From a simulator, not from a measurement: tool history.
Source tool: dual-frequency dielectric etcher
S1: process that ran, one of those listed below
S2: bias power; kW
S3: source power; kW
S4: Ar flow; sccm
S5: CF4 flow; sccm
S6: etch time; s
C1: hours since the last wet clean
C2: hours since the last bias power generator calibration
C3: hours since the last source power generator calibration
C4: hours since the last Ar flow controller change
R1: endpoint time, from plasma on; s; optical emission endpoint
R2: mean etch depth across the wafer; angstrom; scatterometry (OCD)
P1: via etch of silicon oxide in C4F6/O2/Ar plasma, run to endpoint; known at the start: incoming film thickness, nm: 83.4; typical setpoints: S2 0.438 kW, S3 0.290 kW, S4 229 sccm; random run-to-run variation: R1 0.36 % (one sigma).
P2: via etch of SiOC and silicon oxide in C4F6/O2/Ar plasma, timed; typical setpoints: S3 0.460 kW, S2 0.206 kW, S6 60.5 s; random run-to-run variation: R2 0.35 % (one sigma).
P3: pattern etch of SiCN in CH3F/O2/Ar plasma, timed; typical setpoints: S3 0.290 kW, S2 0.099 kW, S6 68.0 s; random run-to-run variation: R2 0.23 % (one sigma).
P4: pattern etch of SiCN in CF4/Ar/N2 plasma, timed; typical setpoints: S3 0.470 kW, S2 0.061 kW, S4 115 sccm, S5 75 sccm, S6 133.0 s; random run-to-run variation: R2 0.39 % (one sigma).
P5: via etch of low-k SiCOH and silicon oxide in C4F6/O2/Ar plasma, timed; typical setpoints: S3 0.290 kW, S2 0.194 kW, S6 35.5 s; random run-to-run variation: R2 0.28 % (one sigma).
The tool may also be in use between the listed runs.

run   hour  S1     S2     S3   S4  S5     S6     C1      C2      C3      C4      R1       R2
  1    9.6  P1  0.438  0.290  229             154.6  1058.2  1897.1  1654.2  20.999
  2   19.8  P4  0.061  0.640  115  75  133.0  164.8  1068.4  1907.3  1664.4          1448.20
  3   30.0  P1  0.438  0.290  229             175.0  1078.6  1917.5  1674.6  20.952
  4   40.5  P1  0.323  0.290  229             185.5  1089.1  1928.0  1685.1  23.550
  5   54.7  P1  0.438  0.210  229             199.7  1103.3  1942.2  1699.3  23.703
  6   63.8  P1  0.438  0.290  273             208.8  1112.4  1951.3  1708.4  21.388
  7   73.4  P4  0.061  0.470  115  52  133.0  218.4  1122.0  1960.9  1718.0          1042.50
  8   89.1  P3  0.099  0.290            68.0  234.1  1137.7  1976.6  1733.7           249.22
  9   97.2  P4  0.061  0.470  115  75  133.0  242.2  1145.8  1984.7  1741.8          1110.40
 10  114.6  P2  0.206  0.460            60.5  259.6  1163.2  2002.1  1759.2           795.05
 11  129.9  P4  0.061  0.470  115  75  100.5  274.9  1178.5  2017.4  1774.5           832.21
 12  142.1  P2  0.206  0.600            60.5  287.1  1190.7  2029.6  1786.7           883.57
 13  156.2  P3  0.099  0.290            48.0  301.2  1204.8  2043.7  1800.8           175.06
 14  166.0  P4  0.061  0.470   70  75  133.0  311.0  1214.6  2053.5  1810.6          1185.10
 15  177.6  P5  0.194  0.290            51.5  322.6  1226.2  2065.1  1822.2          1262.90
 16  189.8  P2  0.206  0.460            44.5  334.8  1238.4  2077.3  1834.4           585.53
 17  200.8  P3  0.099  0.180            68.0  345.8  1249.4  2088.3  1845.4           207.71
 18  212.3  P1  0.438  0.390  229             357.3  1260.9  2099.8  1856.9  18.895
 19  229.0  P5  0.194  0.290            35.5  374.0  1277.6  2116.5  1873.6           868.87
 20  237.2  P1  0.438  0.290  229             382.2  1285.8  2124.7  1881.8  21.110
 21  245.6  P3  0.058  0.290            68.0  390.6  1294.2  2133.1  1890.2           204.37
 22  263.2  P5  0.194  0.390            35.5  408.2  1311.8  2150.7  1907.8           969.16
 23  276.6  P5  0.249  0.290            35.5  421.6  1325.2  2164.1  1921.2           947.01
 24  285.1  P4  0.061  0.470  115  75  133.0  430.1  1333.7  2172.6  1929.7          1108.00
 25  298.2  P1  0.438  0.290  149             443.2  1346.8  2185.7  1942.8  20.109
 26  310.0  P2  0.159  0.460            60.5  455.0  1358.6  2197.5  1954.6           732.09
 27  320.7  P1  0.311  0.210  229             465.7  1369.3  2208.2  1965.3  27.019
 28  337.7  P5  0.194  0.290            35.5  482.7  1386.3  2225.2  1982.3           871.38
 29  346.9  P4  0.048  0.470  115  75  133.0  491.9  1395.5  2234.4  1991.5          1021.00
 30  361.2  P1  0.438  0.290  229             506.2  1409.8  2248.7  2005.8  21.021
 31  376.6  P1  0.549  0.290  229             521.6  1425.2  2264.1  2021.2  19.387
 32  393.6  P1  0.438  0.290  229             538.6  1442.2  2281.1  2038.2  21.066
 33  408.2  P1  0.438  0.290  229             553.2  1456.8  2295.7  2052.8  20.981
 34  416.5  P1  0.438  0.290  229             561.5  1465.1  2304.0  2061.1  20.942
 35  427.6  P1  0.438  0.290  229             572.6  1476.2  2315.1  2072.2  21.221
 36  441.9  P1  0.438  0.290  229             586.9  1490.5  2329.4  2086.5  21.331
 37  449.5  P1  0.438  0.290  229             594.5  1498.1  2337.0  2094.1  21.492
 38  460.3  P1  0.438  0.290  229             605.3  1508.9  2347.8  2104.9  21.305
 39  476.3  P1  0.438  0.290  229             621.3  1524.9  2363.8  2120.9  21.517
     480.0  -- wet clean of the chamber
 40  485.3  P1  0.438  0.290  229               5.3  1533.9  2372.8  2129.9  21.361
 41  496.6  P1  0.438  0.290  229              16.6  1545.2  2384.1  2141.2  21.373
 42  513.3  P1  0.438  0.290  229              33.3  1561.9  2400.8  2157.9  21.498

Something has made what P1 gives creep away from where it was; the 2 causes below, each at its own stated size, fit the log equally well:
A: source power that arrives under what is set, % = 4.72
B: bias power that arrives under what is set, % = 4.69
The gradual shift began around hour 416.5.
Every other cause this tool's parts could produce, and why it does not fit the log:
chamber walls in a state that lowers the etch rate, %: was serviced at hour 480.0, once the creep was under way, yet the earlier output never came back
Ar flow that arrives over what is set, %: at its largest 8, which would move R1 by +0.9 %, too little to match the creep or of the wrong sign

Consider the 4 check runs below, whose results appear as question marks and each of which averages 2 wafers. Which one distinguishes the causes, in that each cause would give it a clearly different result?
check 1  530.0  P5  0.194  0.290            35.5                       ?
check 2  530.0  P4  0.061  0.470  115  75  133.0                       ?
check 3  530.0  P2  0.206  0.460            60.5                       ?
check 4  530.0  P3  0.099  0.290            68.0                       ?

Check results expected under each cause:
  check  result     if A     if B
check 1      R2   854.45   856.94
check 2      R2  1061.50  1089.90
check 3      R2   780.40   782.72
check 4      R2   243.63   243.47
Minimum pairwise separation of causes per check, each pair taken at its best-separating result: check 1 0.29 %; check 2 2.65 %; check 3 0.3 %; check 4 0.06 %
Check 2 tells the causes apart: in the others they would give nearly the same result.

Check 2 was carried out, with these results: R2 1094.60 angstrom. Which of the listed causes is responsible?

The cause is B: bias power that arrives under what is set, %.

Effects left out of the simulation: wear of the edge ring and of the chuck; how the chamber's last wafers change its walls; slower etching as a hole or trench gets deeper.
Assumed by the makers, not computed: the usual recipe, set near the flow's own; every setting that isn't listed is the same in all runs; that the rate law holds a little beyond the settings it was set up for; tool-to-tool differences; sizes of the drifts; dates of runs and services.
